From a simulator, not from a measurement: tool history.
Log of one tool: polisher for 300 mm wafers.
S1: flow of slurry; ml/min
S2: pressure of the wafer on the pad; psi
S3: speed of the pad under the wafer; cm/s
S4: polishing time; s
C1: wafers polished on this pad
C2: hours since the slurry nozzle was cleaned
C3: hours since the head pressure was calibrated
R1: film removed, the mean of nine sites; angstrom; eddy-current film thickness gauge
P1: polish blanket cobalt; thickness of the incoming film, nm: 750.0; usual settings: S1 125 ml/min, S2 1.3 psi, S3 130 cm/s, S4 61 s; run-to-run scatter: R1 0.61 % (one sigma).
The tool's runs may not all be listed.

{"run": 1, "hour": 4.7, "S1": 125, "S2": 1.3, "S3": 130, "S4": 61, "C1": 409, "C2": 499.1, "C3": 726.5, "R1": 2781.2}
{"run": 2, "hour": 10.3, "S1": 175, "S2": 1.3, "S3": 130, "S4": 61, "C1": 465, "C2": 504.7, "C3": 732.1, "R1": 2963.4}
{"run": 3, "hour": 14.9, "S1": 125, "S2": 0.6, "S3": 130, "S4": 61, "C1": 512, "C2": 509.3, "C3": 736.7, "R1": 1290.5}
{"hour": 17.1, "done": "slurry nozzle cleaned"}
{"run": 4, "hour": 21.6, "S1": 125, "S2": 1.3, "S3": 130, "S4": 61, "C1": 579, "C2": 4.5, "C3": 743.4, "R1": 2793}
{"run": 5, "hour": 25.3, "S1": 125, "S2": 1.3, "S3": 130, "S4": 61, "C1": 616, "C2": 8.2, "C3": 747.1, "R1": 2796.6}
{"run": 6, "hour": 30.1, "S1": 125, "S2": 1.3, "S3": 130, "S4": 61, "C1": 664, "C2": 13, "C3": 751.9, "R1": 2814.5}
{"run": 7, "hour": 36.2, "S1": 125, "S2": 1.3, "S3": 176, "S4": 61, "C1": 725, "C2": 19.1, "C3": 758, "R1": 3780.6}
{"run": 8, "hour": 42.8, "S1": 125, "S2": 0.8, "S3": 130, "S4": 46, "C1": 791, "C2": 25.7, "C3": 764.6, "R1": 1296.3}
{"run": 9, "hour": 48.3, "S1": 125, "S2": 1.7, "S3": 130, "S4": 61, "C1": 846, "C2": 31.2, "C3": 770.1, "R1": 3628.5}
{"run": 10, "hour": 53.6, "S1": 125, "S2": 1.3, "S3": 130, "S4": 36, "C1": 899, "C2": 36.5, "C3": 775.4, "R1": 1653.9}
{"run": 11, "hour": 57.8, "S1": 75, "S2": 1.3, "S3": 130, "S4": 61, "C1": 941, "C2": 40.7, "C3": 779.6, "R1": 2430.1}
{"run": 12, "hour": 63.7, "S1": 125, "S2": 1.3, "S3": 58, "S4": 61, "C1": 1000, "C2": 46.6, "C3": 785.5, "R1": 1251.7}
{"run": 13, "hour": 67.0, "S1": 125, "S2": 1.3, "S3": 130, "S4": 61, "C1": 1033, "C2": 49.9, "C3": 788.8, "R1": 2811.7}
{"run": 14, "hour": 73.9, "S1": 125, "S2": 1.3, "S3": 130, "S4": 61, "C1": 1102, "C2": 56.8, "C3": 795.7, "R1": 2769.2}
{"run": 15, "hour": 77.9, "S1": 125, "S2": 1.3, "S3": 130, "S4": 61, "C1": 1142, "C2": 60.8, "C3": 799.7, "R1": 2784.7}
{"run": 16, "hour": 82.6, "S1": 125, "S2": 1.3, "S3": 130, "S4": 84, "C1": 1190, "C2": 65.5, "C3": 804.4, "R1": 3822.9}
{"run": 17, "hour": 88.3, "S1": 125, "S2": 1.3, "S3": 130, "S4": 61, "C1": 1247, "C2": 71.2, "C3": 810.1, "R1": 2793.4}
{"run": 18, "hour": 93.7, "S1": 125, "S2": 1.3, "S3": 130, "S4": 61, "C1": 1301, "C2": 76.6, "C3": 815.5, "R1": 2686.2}
{"run": 19, "hour": 97.6, "S1": 125, "S2": 1.3, "S3": 130, "S4": 61, "C1": 1340, "C2": 80.5, "C3": 819.4, "R1": 2663.3}
{"hour": 102.1, "done": "worn pad replaced by a new one"}
{"run": 20, "hour": 102.3, "S1": 125, "S2": 1.3, "S3": 130, "S4": 61, "C1": 2, "C2": 85.2, "C3": 824.1, "R1": 2668.6}
{"run": 21, "hour": 106.3, "S1": 125, "S2": 1.3, "S3": 130, "S4": 61, "C1": 42, "C2": 89.2, "C3": 828.1, "R1": 2608.4}
{"run": 22, "hour": 112.0, "S1": 125, "S2": 1.3, "S3": 130, "S4": 61, "C1": 100, "C2": 94.9, "C3": 833.8, "R1": 2573.5}
{"run": 23, "hour": 115.4, "S1": 125, "S2": 1.3, "S3": 130, "S4": 61, "C1": 134, "C2": 98.3, "C3": 837.2, "R1": 2612.4}
{"run": 24, "hour": 121.0, "S1": 125, "S2": 1.3, "S3": 130, "S4": 61, "C1": 190, "C2": 103.9, "C3": 842.8, "R1": 2623.4}

What P1 gives has crept away from where it was. These 2 causes fit the log equally well, each at the size given:
A: head's pressure below its setpoint, % = 7.17
B: slurry flow missing at the pad, % = 27.1
The creep began at about hour 88.3.
Why every other cause is out:
removal rate lost through wear of the pad, %: serviced at hour 102.1, which brought nothing back

4 check runs are offered, each on 3 wafers whose results are averaged, their results left as question marks. Which one tells the causes apart?
{"run": "check 1", "hour": 126.6, "S1": 85, "S2": 1.3, "S3": 130, "S4": 61, "R1": "?"}
{"run": "check 2", "hour": 126.6, "S1": 125, "S2": 1.3, "S3": 172, "S4": 61, "R1": "?"}
{"run": "check 3", "hour": 126.6, "S1": 125, "S2": 1.3, "S3": 130, "S4": 36, "R1": "?"}
{"run": "check 4", "hour": 126.6, "S1": 125, "S2": 0.8, "S3": 130, "S4": 61, "R1": "?"}

What each check would give under each cause:
check=check_1 result=R1 if_A=2360.5 if_B=2291.3
check=check_2 result=R1 if_A=3431 if_B=3430.3
check=check_3 result=R1 if_A=1530.4 if_B=1530.1
check=check_4 result=R1 if_A=1595.8 if_B=1595.5
How far apart the two closest causes lie, in the result that separates them most: check 1 2.98 %; check 2 0.02 %; check 3 0.02 %; check 4 0.02 %
Check 1 tells the causes apart: in the others they would give nearly the same result.

Then check 1 was run and gave: R1 2299.8 angstrom. Which cause is it?

It is B: slurry flow missing at the pad, %.

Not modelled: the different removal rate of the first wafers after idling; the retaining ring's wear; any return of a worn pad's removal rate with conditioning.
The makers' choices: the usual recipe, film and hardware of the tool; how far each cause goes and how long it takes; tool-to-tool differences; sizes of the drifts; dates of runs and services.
